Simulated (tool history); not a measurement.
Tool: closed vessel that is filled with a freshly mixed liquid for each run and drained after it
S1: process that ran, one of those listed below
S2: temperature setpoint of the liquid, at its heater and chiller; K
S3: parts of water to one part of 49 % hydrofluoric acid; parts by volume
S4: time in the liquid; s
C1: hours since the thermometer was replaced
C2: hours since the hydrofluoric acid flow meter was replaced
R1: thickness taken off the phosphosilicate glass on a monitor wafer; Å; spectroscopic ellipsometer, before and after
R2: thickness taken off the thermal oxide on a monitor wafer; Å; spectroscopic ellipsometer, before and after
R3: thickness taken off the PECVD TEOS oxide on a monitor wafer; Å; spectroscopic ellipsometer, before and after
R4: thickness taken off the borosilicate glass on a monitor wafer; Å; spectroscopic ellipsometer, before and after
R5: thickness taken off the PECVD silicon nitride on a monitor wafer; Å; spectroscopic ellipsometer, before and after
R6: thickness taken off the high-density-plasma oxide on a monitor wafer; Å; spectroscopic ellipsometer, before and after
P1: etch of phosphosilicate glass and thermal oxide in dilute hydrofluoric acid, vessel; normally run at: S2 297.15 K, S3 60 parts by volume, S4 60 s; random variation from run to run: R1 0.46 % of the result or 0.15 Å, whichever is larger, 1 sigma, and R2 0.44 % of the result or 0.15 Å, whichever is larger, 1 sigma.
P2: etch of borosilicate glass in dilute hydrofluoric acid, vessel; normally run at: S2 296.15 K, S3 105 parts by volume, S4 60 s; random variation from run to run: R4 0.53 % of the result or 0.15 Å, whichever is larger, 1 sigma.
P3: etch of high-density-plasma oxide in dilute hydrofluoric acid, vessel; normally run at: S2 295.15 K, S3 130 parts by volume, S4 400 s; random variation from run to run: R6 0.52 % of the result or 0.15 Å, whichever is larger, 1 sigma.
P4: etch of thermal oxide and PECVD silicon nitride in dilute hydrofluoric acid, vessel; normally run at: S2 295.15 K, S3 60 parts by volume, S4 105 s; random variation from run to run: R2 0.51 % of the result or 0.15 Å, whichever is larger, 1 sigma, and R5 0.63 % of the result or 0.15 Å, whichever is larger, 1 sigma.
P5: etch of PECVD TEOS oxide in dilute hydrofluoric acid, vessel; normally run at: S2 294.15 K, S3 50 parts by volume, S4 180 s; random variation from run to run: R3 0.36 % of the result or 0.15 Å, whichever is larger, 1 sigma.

run,day,S1,S2,S3,S4,C1,C2,R1,R2,R3,R4,R5,R6
1,0.375,P1,297.15,60,60,1160.8,278.5,1877.1,49.545,,,,
2,0.625,P5,294.15,50,180,1166.8,284.5,,,435.02,,,
3,0.908,P1,297.15,100,60,1173.6,291.3,1082.7,28.357,,,,
4,1.179,P5,294.15,50,315,1180.1,297.8,,,759.42,,,
5,1.458,P1,297.15,60,30,1186.8,304.5,947.3,24.61,,,,
6,1.767,P2,301.15,105,60,1194.2,311.9,,,,207.48,,
7,1.996,P5,294.15,90,180,1199.7,317.4,,,230.54,,,
8,2.3,P1,297.15,60,60,1207,324.7,1892.7,49.276,,,,
9,2.579,P1,297.15,60,105,1213.7,331.4,3284.2,87.103,,,,
10,2.783,P1,305.15,60,60,1218.6,336.3,2594,67.422,,,,
11,3.083,P1,297.15,35,110,1225.8,343.5,6136.5,161.36,,,,
12,3.329,P1,297.15,60,60,1231.7,349.4,1900.4,48.971,,,,
13,3.533,P5,290.15,50,180,1236.6,354.3,,,369.49,,,
14,3.796,P2,296.15,35,60,1242.9,360.6,,,,558.27,,
15,4.125,P1,290.15,60,60,1250.8,368.5,1413,37.208,,,,
16,4.383,P1,297.15,60,60,1257,374.7,1896.2,49.315,,,,
17,4.592,P4,295.15,60,55,1262,379.7,,40.909,,,22.584,
18,4.958,P4,295.15,90,105,1270.8,388.5,,50.075,,,28.934,
19,5.338,P2,296.15,105,95,1279.9,397.6,,,,270,,
20,5.704,P1,297.15,100,95,1288.7,406.4,1701.3,44.577,,,,
21,5.988,P1,297.15,60,60,1295.5,413.2,1868.3,49.287,,,,
22,6.329,P4,290.15,60,105,1303.7,421.4,,63.156,,,30.656,
23,6.521,P3,295.15,185,400,1308.3,426,,,,,,115.23
24,6.783,P4,295.15,60,105,1314.6,432.3,,77.428,,,43.44,

Run 25 comes next. What will it give?
25,7.008,P1,297.15,40,60,1320,437.7,?,?,,,,

{"run 25": {"R1": 2904.4, "R2": 76.226}}

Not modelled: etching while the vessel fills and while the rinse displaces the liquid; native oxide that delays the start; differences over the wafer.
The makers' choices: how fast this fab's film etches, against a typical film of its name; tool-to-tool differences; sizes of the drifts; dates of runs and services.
